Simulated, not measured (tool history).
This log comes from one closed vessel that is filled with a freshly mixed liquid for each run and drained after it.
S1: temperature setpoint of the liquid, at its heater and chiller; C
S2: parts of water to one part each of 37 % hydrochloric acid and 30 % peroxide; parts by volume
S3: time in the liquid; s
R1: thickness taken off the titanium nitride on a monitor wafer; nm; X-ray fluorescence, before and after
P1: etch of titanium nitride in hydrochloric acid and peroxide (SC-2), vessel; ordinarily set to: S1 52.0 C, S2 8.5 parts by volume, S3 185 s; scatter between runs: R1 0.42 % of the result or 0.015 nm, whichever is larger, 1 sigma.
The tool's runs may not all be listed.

run,hour,S1,S2,S3,R1
1,5.1,52.0,8.5,185,8.5764
2,9.5,52.0,8.5,355,16.4140
3,14.0,60.5,8.5,100,7.9496
4,20.1,66.5,8.5,185,21.3150
# hour 21.4: new drum of peroxide connected
5,23.9,40.5,8.5,185,3.8934
6,27.6,52.0,8.5,185,8.5381
7,32.1,52.0,8.5,185,8.5997
8,37.0,52.0,4.0,185,14.9500
9,40.4,52.0,14.0,185,5.6035
10,46.0,52.0,8.5,185,8.5849
11,52.1,52.0,8.5,185,8.5789
12,55.9,52.0,8.5,105,4.8414
13,61.7,52.0,5.0,30,2.0922
14,67.7,52.0,8.5,185,8.5603
15,71.1,52.0,8.5,185,8.2919
16,75.2,52.0,8.5,185,8.1587
17,80.0,52.0,8.5,185,8.0165
18,83.4,52.0,8.5,185,8.0063
# hour 84.3: new drum of peroxide connected
19,86.9,52.0,8.5,185,7.9083
20,92.4,52.0,8.5,185,7.8393
21,97.7,52.0,8.5,185,7.8514
22,101.2,52.0,8.5,185,7.8637
23,105.9,52.0,8.5,185,7.8237
24,110.9,52.0,8.5,185,7.8164

The output of P1 has drifted from where it used to be. Each of the 2 causes below, taken at the size shown beside it, accounts for the log equally well:
A: chemicals flow below the setpoint (%) = 10.3
B: liquid colder than its thermometer reads (K) = 1.35
The gradual shift began around hour 67.7.
Excluded causes, each with its reason:
peroxide weaker than its label (%): serviced at hour 84.3, which brought nothing back

The 4 check runs listed below each average the results of 3 wafers, and their outcomes are marked with question marks. Under which run would the listed causes produce clearly different results?
check 1,115.9,61.5,8.5,290,?
check 2,115.9,43.0,4.0,185,?
check 3,115.9,52.0,11.5,245,?
check 4,115.9,52.0,11.0,185,?

Expected result of each check under each candidate cause:
check,result,if A,if B
check 1,R1,22.5340,22.6380
check 2,R1,7.5592,7.4041
check 3,R1,8.0261,8.0589
check 4,R1,6.2976,6.3193
Per check, the gap between the least separated pair of causes, taken in the result that splits them most: check 1 0.46 %; check 2 2.07 %; check 3 0.41 %; check 4 0.34 %
The causes can be told apart only by check 2. The other checks would give nearly the same results under each of them.

Check 2 was then run and gave: R1 7.3880 nm. Which cause is it?

It is B: liquid colder than its thermometer reads (K).
